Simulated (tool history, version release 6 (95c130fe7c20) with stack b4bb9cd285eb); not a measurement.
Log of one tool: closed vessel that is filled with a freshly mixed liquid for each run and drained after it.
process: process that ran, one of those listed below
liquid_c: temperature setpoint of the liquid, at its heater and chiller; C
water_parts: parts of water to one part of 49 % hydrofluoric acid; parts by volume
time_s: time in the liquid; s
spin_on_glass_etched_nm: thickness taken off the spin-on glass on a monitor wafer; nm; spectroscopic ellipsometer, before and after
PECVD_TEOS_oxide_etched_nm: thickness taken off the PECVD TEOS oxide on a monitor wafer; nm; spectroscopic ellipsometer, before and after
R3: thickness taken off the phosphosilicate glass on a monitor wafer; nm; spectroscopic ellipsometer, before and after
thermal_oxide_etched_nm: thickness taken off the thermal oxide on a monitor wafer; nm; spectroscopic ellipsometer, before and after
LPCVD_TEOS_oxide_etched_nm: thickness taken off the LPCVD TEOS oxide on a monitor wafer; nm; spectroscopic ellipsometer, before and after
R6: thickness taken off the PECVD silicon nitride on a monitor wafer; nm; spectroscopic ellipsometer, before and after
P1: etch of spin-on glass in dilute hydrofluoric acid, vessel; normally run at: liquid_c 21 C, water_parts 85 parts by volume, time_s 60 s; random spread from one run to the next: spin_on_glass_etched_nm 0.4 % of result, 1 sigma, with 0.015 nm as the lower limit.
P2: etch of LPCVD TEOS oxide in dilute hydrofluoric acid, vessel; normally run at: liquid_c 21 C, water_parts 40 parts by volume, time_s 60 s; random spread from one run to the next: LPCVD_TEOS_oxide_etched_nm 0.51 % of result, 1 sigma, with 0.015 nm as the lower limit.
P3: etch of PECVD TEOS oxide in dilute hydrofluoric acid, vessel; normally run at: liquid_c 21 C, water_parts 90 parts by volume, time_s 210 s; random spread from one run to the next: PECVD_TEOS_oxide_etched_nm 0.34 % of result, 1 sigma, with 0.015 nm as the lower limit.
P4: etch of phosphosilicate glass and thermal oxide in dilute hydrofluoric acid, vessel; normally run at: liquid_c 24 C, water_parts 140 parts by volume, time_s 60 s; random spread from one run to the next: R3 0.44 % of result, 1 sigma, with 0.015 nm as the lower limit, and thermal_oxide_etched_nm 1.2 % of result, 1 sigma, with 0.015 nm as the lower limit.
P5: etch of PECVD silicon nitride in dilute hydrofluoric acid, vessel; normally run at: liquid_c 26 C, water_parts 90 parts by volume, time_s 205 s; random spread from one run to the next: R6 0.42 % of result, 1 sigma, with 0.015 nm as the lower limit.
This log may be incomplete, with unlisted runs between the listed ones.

Run 1, hour 9.1: process P1, liquid_c 21 C, water_parts 85 parts by volume, time_s 60 s. Result: spin_on_glass_etched_nm 30.095 nm.
Run 2, hour 24.7: process P3, liquid_c 21 C, water_parts 90 parts by volume, time_s 35 s. Result: PECVD_TEOS_oxide_etched_nm 4.427 nm.
Run 3, hour 40: process P4, liquid_c 24 C, water_parts 140 parts by volume, time_s 90 s. Result: R3 37.374 nm, thermal_oxide_etched_nm 2.7168 nm.
Run 4, hour 53.2: process P2, liquid_c 21 C, water_parts 40 parts by volume, time_s 60 s. Result: LPCVD_TEOS_oxide_etched_nm 47.352 nm.
Run 5, hour 68.3: process P4, liquid_c 24 C, water_parts 140 parts by volume, time_s 60 s. Result: R3 24.843 nm, thermal_oxide_etched_nm 1.7805 nm.
Run 6, hour 80.1: process P2, liquid_c 21 C, water_parts 65 parts by volume, time_s 60 s. Result: LPCVD_TEOS_oxide_etched_nm 28.146 nm.
Run 7, hour 89.8: process P5, liquid_c 21 C, water_parts 90 parts by volume, time_s 205 s. Result: R6 10.136 nm.
Run 8, hour 101.1: process P1, liquid_c 21 C, water_parts 145 parts by volume, time_s 60 s. Result: spin_on_glass_etched_nm 16.448 nm.
Run 9, hour 113.2: process P1, liquid_c 21 C, water_parts 85 parts by volume, time_s 60 s. Result: spin_on_glass_etched_nm 29.819 nm.
Run 10, hour 123.4: process P4, liquid_c 32 C, water_parts 140 parts by volume, time_s 60 s. Result: R3 33.797 nm, thermal_oxide_etched_nm 2.4818 nm.
Run 11, hour 138.4: process P1, liquid_c 21 C, water_parts 85 parts by volume, time_s 30 s. Result: spin_on_glass_etched_nm 14.806 nm.
Run 12, hour 155.3: process P4, liquid_c 24 C, water_parts 140 parts by volume, time_s 60 s. Result: R3 24.981 nm, thermal_oxide_etched_nm 1.8347 nm.
Run 13, hour 173.6: process P4, liquid_c 24 C, water_parts 70 parts by volume, time_s 60 s. Result: R3 54.591 nm, thermal_oxide_etched_nm 3.9838 nm.
Run 14, hour 183.6: process P5, liquid_c 26 C, water_parts 90 parts by volume, time_s 205 s. Result: R6 14.128 nm.
Run 15, hour 196.2: process P3, liquid_c 29 C, water_parts 90 parts by volume, time_s 210 s. Result: PECVD_TEOS_oxide_etched_nm 36.706 nm.
Run 16, hour 204.9: process P1, liquid_c 21 C, water_parts 85 parts by volume, time_s 60 s. Result: spin_on_glass_etched_nm 29.993 nm.
Run 17, hour 213.2: process P2, liquid_c 29 C, water_parts 40 parts by volume, time_s 60 s. Result: LPCVD_TEOS_oxide_etched_nm 66.21 nm.
Run 18, hour 228: process P5, liquid_c 26 C, water_parts 90 parts by volume, time_s 30 s. Result: R6 2.0681 nm.
Run 19, hour 240.8: process P2, liquid_c 21 C, water_parts 40 parts by volume, time_s 30 s. Result: LPCVD_TEOS_oxide_etched_nm 23.556 nm.
Run 20, hour 256.7: process P5, liquid_c 26 C, water_parts 160 parts by volume, time_s 205 s. Result: R6 7.9592 nm.
Run 21, hour 270.8: process P3, liquid_c 21 C, water_parts 90 parts by volume, time_s 210 s. Result: PECVD_TEOS_oxide_etched_nm 26.942 nm.
Run 22, hour 281: process P1, liquid_c 21 C, water_parts 60 parts by volume, time_s 105 s. Result: spin_on_glass_etched_nm 76.385 nm.
Run 23, hour 299.1: process P3, liquid_c 21 C, water_parts 140 parts by volume, time_s 210 s. Result: PECVD_TEOS_oxide_etched_nm 16.328 nm.
Run 24, hour 307.2: process P1, liquid_c 17 C, water_parts 85 parts by volume, time_s 105 s. Result: spin_on_glass_etched_nm 44.007 nm.
Run 25, hour 325.7: process P1, liquid_c 21 C, water_parts 85 parts by volume, time_s 60 s. Result: spin_on_glass_etched_nm 29.891 nm.
Run 26, hour 340.8: process P2, liquid_c 21 C, water_parts 40 parts by volume, time_s 60 s. Result: LPCVD_TEOS_oxide_etched_nm 47.58 nm.
Run 27, hour 356.5: process P1, liquid_c 21 C, water_parts 50 parts by volume, time_s 60 s. Result: spin_on_glass_etched_nm 53.621 nm.

The next listed run, before its measurement:
Run 28, hour 369: process P1, liquid_c 21 C, water_parts 85 parts by volume, time_s 60 s. Result: spin_on_glass_etched_nm ?.

spin_on_glass_etched_nm: 29.771 nm
